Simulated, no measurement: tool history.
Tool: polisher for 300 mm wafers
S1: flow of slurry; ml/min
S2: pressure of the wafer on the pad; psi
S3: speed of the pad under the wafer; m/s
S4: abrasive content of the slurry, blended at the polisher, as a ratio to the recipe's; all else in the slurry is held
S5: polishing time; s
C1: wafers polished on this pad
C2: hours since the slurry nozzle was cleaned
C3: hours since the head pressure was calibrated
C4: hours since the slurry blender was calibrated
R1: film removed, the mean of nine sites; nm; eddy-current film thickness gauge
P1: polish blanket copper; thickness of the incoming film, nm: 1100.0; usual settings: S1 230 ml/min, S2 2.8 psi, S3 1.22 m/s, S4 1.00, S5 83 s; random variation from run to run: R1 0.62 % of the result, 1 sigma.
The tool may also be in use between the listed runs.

{"run": 1, "hour": 3.7, "S1": 230, "S2": 2.8, "S3": 1.22, "S4": 1.0, "S5": 83, "C1": 512, "C2": 290.4, "C3": 77.6, "C4": 203.6, "R1": 288.41}
{"run": 2, "hour": 6.0, "S1": 230, "S2": 2.1, "S3": 1.22, "S4": 0.55, "S5": 83, "C1": 537, "C2": 292.7, "C3": 79.9, "C4": 205.9, "R1": 192.66}
{"run": 3, "hour": 10.5, "S1": 230, "S2": 2.8, "S3": 1.22, "S4": 1.0, "S5": 83, "C1": 584, "C2": 297.2, "C3": 84.4, "C4": 210.4, "R1": 286.69}
{"hour": 11.8, "done": "slurry nozzle cleaned"}
{"run": 4, "hour": 12.6, "S1": 230, "S2": 1.6, "S3": 1.22, "S4": 1.0, "S5": 83, "C1": 606, "C2": 0.9, "C3": 86.5, "C4": 212.5, "R1": 167.02}
{"hour": 15.5, "done": "slurry blender recalibrated"}
{"run": 5, "hour": 16.4, "S1": 230, "S2": 2.8, "S3": 1.22, "S4": 1.0, "S5": 124, "C1": 646, "C2": 4.7, "C3": 90.3, "C4": 0.9, "R1": 432.23}
{"run": 6, "hour": 18.8, "S1": 230, "S2": 2.8, "S3": 1.22, "S4": 1.0, "S5": 83, "C1": 672, "C2": 7.1, "C3": 92.7, "C4": 3.3, "R1": 291.58}
{"run": 7, "hour": 22.5, "S1": 230, "S2": 2.8, "S3": 1.84, "S4": 1.0, "S5": 83, "C1": 711, "C2": 10.8, "C3": 96.4, "C4": 7.0, "R1": 442.54}
{"run": 8, "hour": 25.6, "S1": 230, "S2": 2.8, "S3": 1.22, "S4": 1.4, "S5": 83, "C1": 744, "C2": 13.9, "C3": 99.5, "C4": 10.1, "R1": 314.46}
{"run": 9, "hour": 29.9, "S1": 230, "S2": 2.8, "S3": 1.22, "S4": 1.0, "S5": 83, "C1": 789, "C2": 18.2, "C3": 103.8, "C4": 14.4, "R1": 291.32}
{"run": 10, "hour": 32.1, "S1": 230, "S2": 2.8, "S3": 0.54, "S4": 1.0, "S5": 83, "C1": 812, "C2": 20.4, "C3": 106.0, "C4": 16.6, "R1": 128.51}
{"hour": 33.5, "done": "head pressure recalibrated"}
{"run": 11, "hour": 36.1, "S1": 295, "S2": 2.8, "S3": 1.22, "S4": 1.0, "S5": 83, "C1": 854, "C2": 24.4, "C3": 2.7, "C4": 20.6, "R1": 296.61}
{"run": 12, "hour": 40.6, "S1": 230, "S2": 2.8, "S3": 1.22, "S4": 1.0, "S5": 83, "C1": 902, "C2": 28.9, "C3": 7.2, "C4": 25.1, "R1": 288.65}
{"run": 13, "hour": 43.5, "S1": 230, "S2": 2.8, "S3": 1.22, "S4": 0.6, "S5": 83, "C1": 933, "C2": 31.8, "C3": 10.1, "C4": 28.0, "R1": 260.52}
{"run": 14, "hour": 46.0, "S1": 230, "S2": 2.8, "S3": 1.22, "S4": 1.0, "S5": 83, "C1": 959, "C2": 34.3, "C3": 12.6, "C4": 30.5, "R1": 291.95}
{"run": 15, "hour": 48.3, "S1": 230, "S2": 2.8, "S3": 1.22, "S4": 1.0, "S5": 54, "C1": 983, "C2": 36.6, "C3": 14.9, "C4": 32.8, "R1": 190.29}
{"run": 16, "hour": 51.5, "S1": 230, "S2": 4.4, "S3": 1.22, "S4": 1.0, "S5": 83, "C1": 1017, "C2": 39.8, "C3": 18.1, "C4": 36.0, "R1": 458.21}
{"run": 17, "hour": 54.6, "S1": 140, "S2": 2.8, "S3": 1.22, "S4": 1.0, "S5": 83, "C1": 1050, "C2": 42.9, "C3": 21.2, "C4": 39.1, "R1": 270.63}
{"run": 18, "hour": 58.6, "S1": 230, "S2": 2.8, "S3": 1.22, "S4": 1.0, "S5": 83, "C1": 1092, "C2": 46.9, "C3": 25.2, "C4": 43.1, "R1": 289.98}
{"run": 19, "hour": 62.0, "S1": 230, "S2": 2.8, "S3": 1.22, "S4": 1.0, "S5": 83, "C1": 1128, "C2": 50.3, "C3": 28.6, "C4": 46.5, "R1": 291.5}
{"run": 20, "hour": 64.0, "S1": 230, "S2": 2.8, "S3": 1.22, "S4": 1.0, "S5": 83, "C1": 1149, "C2": 52.3, "C3": 30.6, "C4": 48.5, "R1": 289.47}

Forecast run 21:
{"run": 21, "hour": 67.2, "S1": 230, "S2": 2.8, "S3": 1.22, "S4": 1.0, "S5": 83, "C1": 1183, "C2": 55.5, "C3": 33.8, "C4": 51.7, "R1": "?"}

Run 21 gave R1 285.36 nm.

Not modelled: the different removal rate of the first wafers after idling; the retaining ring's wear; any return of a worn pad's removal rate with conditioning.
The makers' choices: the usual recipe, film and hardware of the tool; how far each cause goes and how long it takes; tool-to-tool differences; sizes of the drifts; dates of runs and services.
